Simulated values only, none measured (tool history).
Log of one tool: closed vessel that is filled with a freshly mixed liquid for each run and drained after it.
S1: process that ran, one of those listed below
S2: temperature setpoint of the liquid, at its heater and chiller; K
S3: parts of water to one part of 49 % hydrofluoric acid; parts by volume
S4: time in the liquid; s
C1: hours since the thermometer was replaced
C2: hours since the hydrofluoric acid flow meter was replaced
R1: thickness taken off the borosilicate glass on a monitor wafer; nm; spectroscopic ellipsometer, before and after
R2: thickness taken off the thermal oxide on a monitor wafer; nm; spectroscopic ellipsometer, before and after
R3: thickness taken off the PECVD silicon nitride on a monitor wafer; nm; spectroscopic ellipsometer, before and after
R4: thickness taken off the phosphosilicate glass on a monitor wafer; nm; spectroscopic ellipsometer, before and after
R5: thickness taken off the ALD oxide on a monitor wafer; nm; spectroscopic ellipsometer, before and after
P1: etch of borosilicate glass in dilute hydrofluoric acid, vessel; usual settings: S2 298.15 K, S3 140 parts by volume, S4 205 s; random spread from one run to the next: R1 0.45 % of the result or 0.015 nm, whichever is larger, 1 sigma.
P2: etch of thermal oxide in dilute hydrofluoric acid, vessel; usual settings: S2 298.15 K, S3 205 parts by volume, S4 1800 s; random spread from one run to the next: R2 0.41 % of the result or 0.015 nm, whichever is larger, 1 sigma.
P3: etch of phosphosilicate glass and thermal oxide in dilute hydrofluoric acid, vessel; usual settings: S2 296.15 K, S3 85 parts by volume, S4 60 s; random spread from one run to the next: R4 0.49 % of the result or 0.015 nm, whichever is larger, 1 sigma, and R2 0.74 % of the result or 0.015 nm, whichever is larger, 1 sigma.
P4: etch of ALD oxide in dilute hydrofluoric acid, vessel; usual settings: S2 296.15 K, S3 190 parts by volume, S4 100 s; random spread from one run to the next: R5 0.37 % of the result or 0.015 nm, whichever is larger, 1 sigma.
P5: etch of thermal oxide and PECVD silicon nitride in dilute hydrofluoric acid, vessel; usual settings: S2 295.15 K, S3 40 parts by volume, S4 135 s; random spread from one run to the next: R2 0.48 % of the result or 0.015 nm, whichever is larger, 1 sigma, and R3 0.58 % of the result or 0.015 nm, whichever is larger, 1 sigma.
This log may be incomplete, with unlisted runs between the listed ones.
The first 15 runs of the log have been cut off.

{"run": 16, "hour": 197.2, "S1": "P5", "S2": 295.15, "S3": 40, "S4": 75, "C1": 498.5, "C2": 18.8, "R2": 9.1015, "R3": 3.7276}
{"run": 17, "hour": 204.8, "S1": "P3", "S2": 296.15, "S3": 85, "S4": 60, "C1": 506.1, "C2": 26.4, "R2": 3.238, "R4": 107.79}
{"run": 18, "hour": 219.8, "S1": "P1", "S2": 292.65, "S3": 140, "S4": 380, "C1": 521.1, "C2": 41.4, "R1": 76.487}
{"run": 19, "hour": 235.1, "S1": "P3", "S2": 296.15, "S3": 130, "S4": 60, "C1": 536.4, "C2": 56.7, "R2": 1.9587, "R4": 66.657}
{"run": 20, "hour": 248.5, "S1": "P4", "S2": 296.15, "S3": 45, "S4": 100, "C1": 549.8, "C2": 70.1, "R5": 49.265}
{"run": 21, "hour": 260.2, "S1": "P1", "S2": 298.15, "S3": 140, "S4": 205, "C1": 561.5, "C2": 81.8, "R1": 51.469}
{"run": 22, "hour": 270.0, "S1": "P1", "S2": 292.15, "S3": 140, "S4": 205, "C1": 571.3, "C2": 91.6, "R1": 40.225}
{"run": 23, "hour": 280.1, "S1": "P1", "S2": 298.15, "S3": 205, "S4": 205, "C1": 581.4, "C2": 101.7, "R1": 32.404}
{"run": 24, "hour": 287.4, "S1": "P1", "S2": 298.15, "S3": 140, "S4": 205, "C1": 588.7, "C2": 109.0, "R1": 51.196}
{"run": 25, "hour": 301.3, "S1": "P4", "S2": 296.15, "S3": 190, "S4": 165, "C1": 602.6, "C2": 122.9, "R5": 16.126}
{"run": 26, "hour": 313.1, "S1": "P1", "S2": 298.15, "S3": 140, "S4": 55, "C1": 614.4, "C2": 134.7, "R1": 13.709}
{"run": 27, "hour": 326.7, "S1": "P2", "S2": 306.15, "S3": 205, "S4": 1800, "C1": 628.0, "C2": 148.3, "R2": 51.068}
{"run": 28, "hour": 342.6, "S1": "P2", "S2": 298.15, "S3": 205, "S4": 3500, "C1": 643.9, "C2": 164.2, "R2": 75.451}
{"run": 29, "hour": 352.0, "S1": "P1", "S2": 298.15, "S3": 140, "S4": 205, "C1": 653.3, "C2": 173.6, "R1": 51.122}

Predict the results of run 30:
{"run": 30, "hour": 365.9, "S1": "P1", "S2": 298.15, "S3": 140, "S4": 205, "C1": 667.2, "C2": 187.5, "R1": "?"}

Run 30 came out at R1 53.545 nm.

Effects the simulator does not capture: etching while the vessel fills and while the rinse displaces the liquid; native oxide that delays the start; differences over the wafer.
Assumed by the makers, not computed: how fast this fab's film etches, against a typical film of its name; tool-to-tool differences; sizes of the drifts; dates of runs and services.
